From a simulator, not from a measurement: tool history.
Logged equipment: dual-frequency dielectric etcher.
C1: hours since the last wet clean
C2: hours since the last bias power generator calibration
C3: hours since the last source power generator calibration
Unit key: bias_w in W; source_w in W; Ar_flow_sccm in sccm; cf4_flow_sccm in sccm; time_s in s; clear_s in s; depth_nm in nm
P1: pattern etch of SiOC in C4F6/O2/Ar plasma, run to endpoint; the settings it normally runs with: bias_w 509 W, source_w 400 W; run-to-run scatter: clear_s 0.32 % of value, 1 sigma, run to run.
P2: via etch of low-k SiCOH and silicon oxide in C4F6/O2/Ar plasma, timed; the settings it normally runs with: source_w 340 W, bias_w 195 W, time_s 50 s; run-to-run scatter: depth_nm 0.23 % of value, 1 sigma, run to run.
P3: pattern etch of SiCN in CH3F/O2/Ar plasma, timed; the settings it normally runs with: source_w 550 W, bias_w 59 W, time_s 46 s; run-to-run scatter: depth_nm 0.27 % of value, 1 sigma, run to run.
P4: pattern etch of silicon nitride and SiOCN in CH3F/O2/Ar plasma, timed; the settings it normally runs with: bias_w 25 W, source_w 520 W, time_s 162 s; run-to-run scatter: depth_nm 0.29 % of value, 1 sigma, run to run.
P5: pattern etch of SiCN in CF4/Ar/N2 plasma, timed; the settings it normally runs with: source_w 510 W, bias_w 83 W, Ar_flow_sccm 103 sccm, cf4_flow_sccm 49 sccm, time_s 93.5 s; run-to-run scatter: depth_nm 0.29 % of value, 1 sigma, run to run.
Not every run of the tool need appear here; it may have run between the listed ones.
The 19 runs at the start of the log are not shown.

{"run": 20, "hour": 147.4, "process": "P3", "bias_w": 59, "source_w": 550, "time_s": 46, "C1": 350.3, "C2": 3635.8, "C3": 1166, "depth_nm": 17.815}
{"run": 21, "hour": 155.6, "process": "P4", "bias_w": 25, "source_w": 520, "time_s": 162, "C1": 358.5, "C2": 3644, "C3": 1174.2, "depth_nm": 24.203}
{"run": 22, "hour": 165.0, "process": "P2", "bias_w": 195, "source_w": 340, "time_s": 50, "C1": 367.9, "C2": 3653.4, "C3": 1183.6, "depth_nm": 114.39}
{"run": 23, "hour": 172.8, "process": "P4", "bias_w": 25, "source_w": 520, "time_s": 162, "C1": 375.7, "C2": 3661.2, "C3": 1191.4, "depth_nm": 24.198}
{"run": 24, "hour": 183.0, "process": "P5", "bias_w": 83, "source_w": 510, "Ar_flow_sccm": 126, "cf4_flow_sccm": 49, "time_s": 93.5, "C1": 385.9, "C2": 3671.4, "C3": 1201.6, "depth_nm": 86.551}
{"run": 25, "hour": 189.0, "process": "P1", "bias_w": 509, "source_w": 400, "C1": 391.9, "C2": 3677.4, "C3": 1207.6, "clear_s": 15.255}
{"run": 26, "hour": 194.7, "process": "P3", "bias_w": 59, "source_w": 550, "time_s": 46, "C1": 397.6, "C2": 3683.1, "C3": 1213.3, "depth_nm": 17.845}
{"run": 27, "hour": 204.6, "process": "P4", "bias_w": 25, "source_w": 520, "time_s": 240, "C1": 407.5, "C2": 3693, "C3": 1223.2, "depth_nm": 35.77}
{"run": 28, "hour": 211.1, "process": "P1", "bias_w": 509, "source_w": 260, "C1": 414, "C2": 3699.5, "C3": 1229.7, "clear_s": 17.827}
{"run": 29, "hour": 221.4, "process": "P3", "bias_w": 59, "source_w": 720, "time_s": 46, "C1": 424.3, "C2": 3709.8, "C3": 1240, "depth_nm": 19.772}
{"run": 30, "hour": 230.4, "process": "P1", "bias_w": 679, "source_w": 400, "C1": 433.3, "C2": 3718.8, "C3": 1249, "clear_s": 13.638}
{"run": 31, "hour": 237.6, "process": "P1", "bias_w": 509, "source_w": 400, "C1": 440.5, "C2": 3726, "C3": 1256.2, "clear_s": 15.228}
{"run": 32, "hour": 245.8, "process": "P1", "bias_w": 509, "source_w": 400, "C1": 448.7, "C2": 3734.2, "C3": 1264.4, "clear_s": 15.317}
{"run": 33, "hour": 253.0, "process": "P1", "bias_w": 509, "source_w": 400, "C1": 455.9, "C2": 3741.4, "C3": 1271.6, "clear_s": 15.336}
{"hour": 261.5, "done": "wet clean of the chamber"}
{"run": 34, "hour": 261.8, "process": "P1", "bias_w": 509, "source_w": 400, "C1": 0.4, "C2": 3750.2, "C3": 1280.4, "clear_s": 15.468}
{"run": 35, "hour": 268.3, "process": "P1", "bias_w": 509, "source_w": 400, "C1": 6.9, "C2": 3756.7, "C3": 1286.9, "clear_s": 15.385}

What does the tool deliver on the next run?
{"run": 36, "hour": 273.4, "process": "P1", "bias_w": 509, "source_w": 400, "C1": 12, "C2": 3761.8, "C3": 1292, "clear_s": "?"}

Run 36 measured clear_s 15.494 s.
